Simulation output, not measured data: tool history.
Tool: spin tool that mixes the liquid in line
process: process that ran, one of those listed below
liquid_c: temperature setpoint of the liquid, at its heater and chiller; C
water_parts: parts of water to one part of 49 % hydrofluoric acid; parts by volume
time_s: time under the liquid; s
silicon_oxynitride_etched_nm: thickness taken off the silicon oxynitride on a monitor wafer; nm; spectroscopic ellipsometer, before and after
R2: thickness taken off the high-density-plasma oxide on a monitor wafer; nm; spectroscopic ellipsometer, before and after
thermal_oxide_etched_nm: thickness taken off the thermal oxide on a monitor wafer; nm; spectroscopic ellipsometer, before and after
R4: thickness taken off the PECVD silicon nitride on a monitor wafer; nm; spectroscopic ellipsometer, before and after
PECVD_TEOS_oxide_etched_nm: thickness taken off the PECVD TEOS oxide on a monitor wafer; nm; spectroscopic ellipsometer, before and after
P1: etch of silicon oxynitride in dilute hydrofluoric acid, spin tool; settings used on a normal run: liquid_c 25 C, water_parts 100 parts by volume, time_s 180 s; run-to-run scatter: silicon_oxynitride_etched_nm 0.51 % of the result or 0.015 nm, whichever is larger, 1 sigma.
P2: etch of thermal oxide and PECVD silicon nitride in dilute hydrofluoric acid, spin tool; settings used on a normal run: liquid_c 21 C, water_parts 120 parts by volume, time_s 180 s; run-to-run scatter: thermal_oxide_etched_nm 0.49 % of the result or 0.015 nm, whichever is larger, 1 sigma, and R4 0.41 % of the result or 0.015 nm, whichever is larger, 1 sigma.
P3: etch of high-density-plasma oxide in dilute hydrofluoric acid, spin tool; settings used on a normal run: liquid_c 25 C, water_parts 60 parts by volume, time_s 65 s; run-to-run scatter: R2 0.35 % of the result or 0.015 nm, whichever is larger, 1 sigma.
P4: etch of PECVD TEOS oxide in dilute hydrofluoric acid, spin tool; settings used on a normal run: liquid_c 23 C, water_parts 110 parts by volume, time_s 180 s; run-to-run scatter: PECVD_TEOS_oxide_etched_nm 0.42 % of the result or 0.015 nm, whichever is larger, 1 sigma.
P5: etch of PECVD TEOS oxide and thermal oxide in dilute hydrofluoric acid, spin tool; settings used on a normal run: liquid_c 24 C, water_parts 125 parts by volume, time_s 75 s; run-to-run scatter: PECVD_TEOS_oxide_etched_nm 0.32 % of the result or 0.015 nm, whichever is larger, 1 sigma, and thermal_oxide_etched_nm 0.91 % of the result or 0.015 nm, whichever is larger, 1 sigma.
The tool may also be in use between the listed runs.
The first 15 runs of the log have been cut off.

Run 16, day 2.342: process P4, liquid_c 23 C, water_parts 190 parts by volume, time_s 180 s. Result: PECVD_TEOS_oxide_etched_nm 10.394 nm.
Run 17, day 2.529: process P1, liquid_c 25 C, water_parts 100 parts by volume, time_s 180 s. Result: silicon_oxynitride_etched_nm 5.7773 nm.
Run 18, day 2.704: process P4, liquid_c 23 C, water_parts 110 parts by volume, time_s 300 s. Result: PECVD_TEOS_oxide_etched_nm 32.816 nm.
Run 19, day 2.846: process P3, liquid_c 25 C, water_parts 20 parts by volume, time_s 65 s. Result: R2 20.637 nm.
Run 20, day 2.954: process P4, liquid_c 23 C, water_parts 110 parts by volume, time_s 180 s. Result: PECVD_TEOS_oxide_etched_nm 19.711 nm.
Run 21, day 3.112: process P1, liquid_c 25 C, water_parts 100 parts by volume, time_s 55 s. Result: silicon_oxynitride_etched_nm 1.7768 nm.
Run 22, day 3.275: process P5, liquid_c 24 C, water_parts 125 parts by volume, time_s 75 s. Result: thermal_oxide_etched_nm 2.9058 nm, PECVD_TEOS_oxide_etched_nm 9.6615 nm.
Run 23, day 3.408: process P4, liquid_c 23 C, water_parts 110 parts by volume, time_s 180 s. Result: PECVD_TEOS_oxide_etched_nm 19.659 nm.
Run 24, day 3.533: process P3, liquid_c 18 C, water_parts 60 parts by volume, time_s 65 s. Result: R2 4.8684 nm.
Run 25, day 3.638: process P1, liquid_c 17.5 C, water_parts 100 parts by volume, time_s 295 s. Result: silicon_oxynitride_etched_nm 6.6124 nm.
Run 26, day 3.771: process P2, liquid_c 21 C, water_parts 120 parts by volume, time_s 325 s. Result: thermal_oxide_etched_nm 10.811 nm, R4 10.172 nm.
Run 27, day 3.929: process P1, liquid_c 25 C, water_parts 140 parts by volume, time_s 180 s. Result: silicon_oxynitride_etched_nm 4.0107 nm.
Run 28, day 4.129: process P3, liquid_c 25 C, water_parts 60 parts by volume, time_s 15 s. Result: R2 1.5071 nm.
Run 29, day 4.288: process P1, liquid_c 25 C, water_parts 100 parts by volume, time_s 345 s. Result: silicon_oxynitride_etched_nm 11.165 nm.
Run 30, day 4.392: process P1, liquid_c 25 C, water_parts 100 parts by volume, time_s 180 s. Result: silicon_oxynitride_etched_nm 5.8245 nm.
Run 31, day 4.492: process P1, liquid_c 25 C, water_parts 100 parts by volume, time_s 180 s. Result: silicon_oxynitride_etched_nm 5.8864 nm.
Run 32, day 4.654: process P1, liquid_c 25 C, water_parts 100 parts by volume, time_s 180 s. Result: silicon_oxynitride_etched_nm 6.0001 nm.
Run 33, day 4.862: process P1, liquid_c 25 C, water_parts 100 parts by volume, time_s 180 s. Result: silicon_oxynitride_etched_nm 6.138 nm.
Run 34, day 5.038: process P1, liquid_c 25 C, water_parts 100 parts by volume, time_s 180 s. Result: silicon_oxynitride_etched_nm 6.1323 nm.
Run 35, day 5.183: process P1, liquid_c 25 C, water_parts 100 parts by volume, time_s 180 s. Result: silicon_oxynitride_etched_nm 6.1649 nm.
Run 36, day 5.275: process P1, liquid_c 25 C, water_parts 100 parts by volume, time_s 180 s. Result: silicon_oxynitride_etched_nm 6.2458 nm.
Run 37, day 5.421: process P1, liquid_c 25 C, water_parts 100 parts by volume, time_s 180 s. Result: silicon_oxynitride_etched_nm 6.1947 nm.
Run 38, day 5.546: process P1, liquid_c 25 C, water_parts 100 parts by volume, time_s 180 s. Result: silicon_oxynitride_etched_nm 6.2719 nm.
Run 39, day 5.738: process P1, liquid_c 25 C, water_parts 100 parts by volume, time_s 180 s. Result: silicon_oxynitride_etched_nm 6.2262 nm.
Run 40, day 5.921: process P1, liquid_c 25 C, water_parts 100 parts by volume, time_s 180 s. Result: silicon_oxynitride_etched_nm 6.2458 nm.

Expected results for the next run?
Run 41, day 6.062: process P1, liquid_c 25 C, water_parts 100 parts by volume, time_s 180 s. Result: silicon_oxynitride_etched_nm ?.

silicon_oxynitride_etched_nm: 6.2482 nm
